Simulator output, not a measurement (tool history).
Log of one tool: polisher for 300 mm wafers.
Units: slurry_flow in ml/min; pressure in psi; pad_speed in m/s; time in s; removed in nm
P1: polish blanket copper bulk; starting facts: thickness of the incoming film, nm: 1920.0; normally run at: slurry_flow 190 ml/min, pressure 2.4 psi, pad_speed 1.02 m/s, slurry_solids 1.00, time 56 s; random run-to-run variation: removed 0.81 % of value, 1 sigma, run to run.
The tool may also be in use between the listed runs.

run,day,slurry_flow,pressure,pad_speed,slurry_solids,time,wafers polished on this pad,hours since the slurry nozzle was cleaned,hours since the head pressure was calibrated,hours since the slurry blender was calibrated,removed
1,0.129,190,2.4,1.02,1.00,56,626,330.4,455.6,224.5,370.87
2,0.317,190,1.6,1.02,1.00,29,671,334.9,460.1,229.0,128.26
3,0.492,190,3.1,1.02,1.00,56,712,339.1,464.3,233.2,473.28
4,0.621,190,2.4,1.02,1.00,56,743,342.2,467.4,236.3,363.94
5,0.758,190,2.4,0.60,1.00,56,776,345.5,470.7,239.6,216.52
6,0.958,190,2.4,1.02,0.50,56,824,350.3,475.5,244.4,322.22
7,1.221,190,2.4,1.02,1.00,38,886,356.6,481.8,250.7,250.37
8,1.454,190,2.4,1.02,1.00,56,942,362.2,487.4,256.3,369.99
9,1.633,190,2.4,1.02,1.35,56,985,366.5,491.7,260.6,391.26
10,1.908,190,2.4,1.02,1.00,56,1050,373.1,498.3,267.2,365.07
# day 1.979: slurry blender recalibrated
11,2.058,190,3.1,1.02,0.60,56,1086,376.7,501.9,1.9,425.84
12,2.200,190,2.4,1.02,1.00,88,1120,380.1,505.3,5.3,581.69
13,2.346,190,2.4,1.02,1.00,56,1155,383.6,508.8,8.8,369.45
14,2.600,190,2.4,1.30,1.00,56,1215,389.7,514.9,14.9,475.52
# day 2.750: head pressure recalibrated
15,2.867,115,2.4,1.02,1.00,56,1279,396.1,2.8,21.3,335.46
# day 2.925: worn pad replaced by a new one
16,3.050,190,2.4,1.02,1.00,56,30,400.5,7.2,25.7,370.21
17,3.171,295,2.4,1.02,1.00,56,59,403.4,10.1,28.6,389.80
18,3.438,190,1.1,1.02,1.00,56,122,409.8,16.5,35.0,170.42
19,3.679,135,2.4,0.60,1.00,56,180,415.6,22.3,40.8,207.59
20,3.875,190,2.4,1.02,1.00,56,227,420.3,27.0,45.5,368.58
21,4.138,190,2.4,1.02,1.00,56,289,426.6,33.3,51.8,361.97
22,4.358,190,2.4,1.02,1.00,56,342,431.9,38.6,57.1,353.07
23,4.621,190,2.4,1.02,1.00,56,405,438.2,44.9,63.4,347.88
# day 4.779: worn pad replaced by a new one
24,4.879,190,2.4,1.02,1.00,56,23,444.4,51.1,69.6,342.29
# day 4.896: slurry blender recalibrated
25,5.054,190,2.4,1.02,1.00,56,65,448.6,55.3,3.8,336.40
26,5.233,190,2.4,1.02,1.00,56,108,452.9,59.6,8.1,335.58
27,5.358,190,2.4,1.02,1.00,56,138,455.9,62.6,11.1,335.96
28,5.496,190,2.4,1.02,1.00,56,170,459.2,65.9,14.4,335.98
29,5.742,190,2.4,1.02,1.00,56,229,465.1,71.8,20.3,341.66

What P1 gives has crept away from where it was. These 2 causes fit the log equally well, each at the size given:
A: head's pressure below its setpoint, % = 8.69
B: slurry flow missing at the pad, % = 40
Creep in the process output first set in at about day 3.875.
The rest of the possible causes, and what rules out each one:
removal rate lost through wear of the pad, %: its service at day 4.779 followed the start of the drift and did not put the process back to its old value
abrasive missing from the slurry, %: its service at day 4.896 followed the start of the drift and did not put the process back to its old value

The list below offers 4 check runs, each averaging the results of 5 wafers, and shows each result as a question mark. For which of them would the listed causes give clearly different results?
check 1,5.988,190,1.2,1.02,1.00,56,,,,,?
check 2,5.988,285,2.4,1.02,1.00,56,,,,,?
check 3,5.988,190,1.4,1.02,1.00,87,,,,,?
check 4,5.988,190,2.4,1.02,0.55,56,,,,,?

If the cause were each of the candidates in turn, the checks would give the following:
check,result,if A,if B
check 1,removed,168.71,168.69
check 2,removed,353.64,363.87
check 3,removed,305.79,305.75
check 4,removed,298.23,298.19
Gap, in per cent, between the two causes that each check separates least, read from the result that separates them most: check 1 0.01 %; check 2 2.85 %; check 3 0.01 %; check 4 0.01 %
Only in check 2 would the causes give clearly different results; in the remaining checks their results would be nearly the same.

The results of check 2 are: removed 364.67 nm. Based on these, which of the listed causes is it?

B is the cause: slurry flow missing at the pad, %.
